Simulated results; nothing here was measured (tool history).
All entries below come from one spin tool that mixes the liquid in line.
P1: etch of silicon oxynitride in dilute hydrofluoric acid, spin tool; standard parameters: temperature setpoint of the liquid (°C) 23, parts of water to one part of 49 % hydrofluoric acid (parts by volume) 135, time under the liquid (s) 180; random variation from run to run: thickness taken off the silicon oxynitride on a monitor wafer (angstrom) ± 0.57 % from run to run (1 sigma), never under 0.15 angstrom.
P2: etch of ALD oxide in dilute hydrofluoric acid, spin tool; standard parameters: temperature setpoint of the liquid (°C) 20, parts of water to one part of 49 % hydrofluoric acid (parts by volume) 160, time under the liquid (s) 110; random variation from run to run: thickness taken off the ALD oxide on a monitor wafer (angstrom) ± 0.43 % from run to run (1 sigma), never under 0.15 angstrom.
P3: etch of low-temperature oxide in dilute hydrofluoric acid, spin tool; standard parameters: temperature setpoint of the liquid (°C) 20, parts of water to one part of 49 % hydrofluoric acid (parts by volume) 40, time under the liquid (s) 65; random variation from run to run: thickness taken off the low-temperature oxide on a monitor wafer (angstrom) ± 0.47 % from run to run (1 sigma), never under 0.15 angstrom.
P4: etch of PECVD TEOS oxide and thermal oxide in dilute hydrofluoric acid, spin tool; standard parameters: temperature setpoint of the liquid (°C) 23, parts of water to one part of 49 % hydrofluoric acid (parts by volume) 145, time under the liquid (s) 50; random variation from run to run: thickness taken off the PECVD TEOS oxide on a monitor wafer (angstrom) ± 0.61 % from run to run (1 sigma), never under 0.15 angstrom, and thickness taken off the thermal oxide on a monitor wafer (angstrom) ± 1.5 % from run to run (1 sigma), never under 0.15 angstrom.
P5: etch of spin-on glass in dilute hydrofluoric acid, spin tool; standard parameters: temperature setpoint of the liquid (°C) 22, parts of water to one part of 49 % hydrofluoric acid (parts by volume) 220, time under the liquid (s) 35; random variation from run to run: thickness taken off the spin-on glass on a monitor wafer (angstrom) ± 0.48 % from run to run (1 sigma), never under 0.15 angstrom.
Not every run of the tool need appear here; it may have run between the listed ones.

run	hour	process that ran	temperature setpoint of the liquid (°C)	parts of water to one part of 49 % hydrofluoric acid (parts by volume)	time under the liquid (s)	hours since the thermometer was replaced	hours since the hydrofluoric acid flow meter was replaced	thickness taken off the silicon oxynitride on a monitor wafer (angstrom)	thickness taken off the spin-on glass on a monitor wafer (angstrom)	thickness taken off the low-temperature oxide on a monitor wafer (angstrom)	thickness taken off the PECVD TEOS oxide on a monitor wafer (angstrom)	thickness taken off the thermal oxide on a monitor wafer (angstrom)	thickness taken off the ALD oxide on a monitor wafer (angstrom)
1	7.2	P1	23	135	180	238.6	815.2	58.405					
2	12.4	P5	22	220	20	243.8	820.4		32.449				
3	19.4	P3	20	40	65	250.8	827.4			526.19			
4	24.8	P1	23	135	180	256.2	832.8	58.57					
5	32.2	P1	26.5	135	180	263.6	840.2	67.96					
6	38	P4	23	145	50	269.4	846				44.074	14.868	
7	44.5	P5	22	220	35	275.9	852.5		56.951				
8	51.7	P3	20	40	65	283.1	859.7			528.51			
9	56.1	P1	23	135	180	287.5	864.1	58.052					
10	61.5	P1	23	45	180	292.9	869.5	188.82					
11	66.1	P1	23	135	180	297.5	874.1	59.213					
12	72.7	P1	23	135	180	304.1	880.7	58.649					
13	78.1	P3	17	40	65	309.5	886.1			465.97			
14	85.7	P2	20	160	110	317.1	893.7						155.35
15	90.3	P1	23	135	15	321.7	898.3	4.773					
16	98.1	P1	23	85	70	329.5	906.1	37.972					
17	102.2	P5	17	220	35	333.6	910.2		46.415				
18	105.9	P2	17	160	110	337.3	913.9						137.76
19	112.6	P1	17	135	180	344	920.6	44.142					
20	118.8	P1	23	195	180	350.2	926.8	38.888					
21	127	P2	20	50	110	358.4	935						563.4
22	134.4	P1	23	135	340	365.8	942.4	110.38					
# hour 141.4: thermometer replaced
23	141.6	P3	20	25	65	0.3	949.6			860.05			
24	145.2	P5	22	220	35	3.9	953.2		57.624				
25	150.7	P1	23	135	180	9.4	958.7	58.153					
26	155.5	P3	20	40	15	14.2	963.5			121.19			
27	160.1	P4	23	145	80	18.8	968.1				69.24	24.006	
28	164	P1	23	135	180	22.7	972	58.301					
29	169.5	P5	22	400	35	28.2	977.5		26.475				
30	177.4	P2	20	160	15	36.1	985.4						21.403
31	181.4	P4	31.5	145	50	40.1	989.4				59.876	20.198	
32	185.7	P4	23	40	50	44.4	993.7				177.89	61.316	
33	189.9	P1	23	135	180	48.6	997.9	58.297					
34	196.4	P1	23	135	180	55.1	1004.4	57.049					
35	200.2	P1	23	135	180	58.9	1008.2	56.614					
36	205.3	P1	23	135	180	64	1013.3	55.747					
37	212.2	P1	23	135	180	70.9	1020.2	54.537					
38	217.8	P1	23	135	180	76.5	1025.8	55.306					
39	222.3	P1	23	135	180	81	1030.3	54.957					
40	227.7	P1	23	135	180	86.4	1035.7	55.203					
41	231.7	P1	23	135	180	90.4	1039.7	54.125					
42	235.5	P1	23	135	180	94.2	1043.5	55.087					
43	241.3	P1	23	135	180	100	1049.3	54.395					

What P1 gives has crept off from where it sat before. The 2 causes that follow fit the log equally well, each at the size noted:
A: hydrofluoric acid flow below the setpoint (%) = 5.91
B: liquid colder than its thermometer reads (K) = 1.44
At approximately hour 189.9, the process output began to creep.

Which of the check runs below tells the causes apart, meaning the causes would give it clearly different results? Each run uses 3 wafers whose results are averaged, and each result is shown as a question mark.
check 1	247.1	P3	17	40	35					?			
check 2	247.1	P2	17	60	110								?
check 3	247.1	P5	22	395	35				?				
check 4	247.1	P4	23	40	70						?	?	

What every check run would give for each of its results, assuming each possible cause in turn:
check	result	if A	if B
check 1	thickness taken off the low-temperature oxide on a monitor wafer (angstrom)	234.32	234.39
check 2	thickness taken off the ALD oxide on a monitor wafer (angstrom)	382.05	383
check 3	thickness taken off the spin-on glass on a monitor wafer (angstrom)	24.855	25.687
check 4	thickness taken off the PECVD TEOS oxide on a monitor wafer (angstrom)	236.13	236.98
check 4	thickness taken off the thermal oxide on a monitor wafer (angstrom)	80.816	81.107
Smallest distance between any two causes, each pair judged by its most separating result, in per cent: check 1 0.03 %; check 2 0.25 %; check 3 3.29 %; check 4 0.36 %
Check 3 tells the causes apart: in the others they would give nearly the same result.

The results of check 3 are: thickness taken off the spin-on glass on a monitor wafer (angstrom) 25.677. Based on these, which of the listed causes is it?

The correct cause is B, namely: liquid colder than its thermometer reads (K).
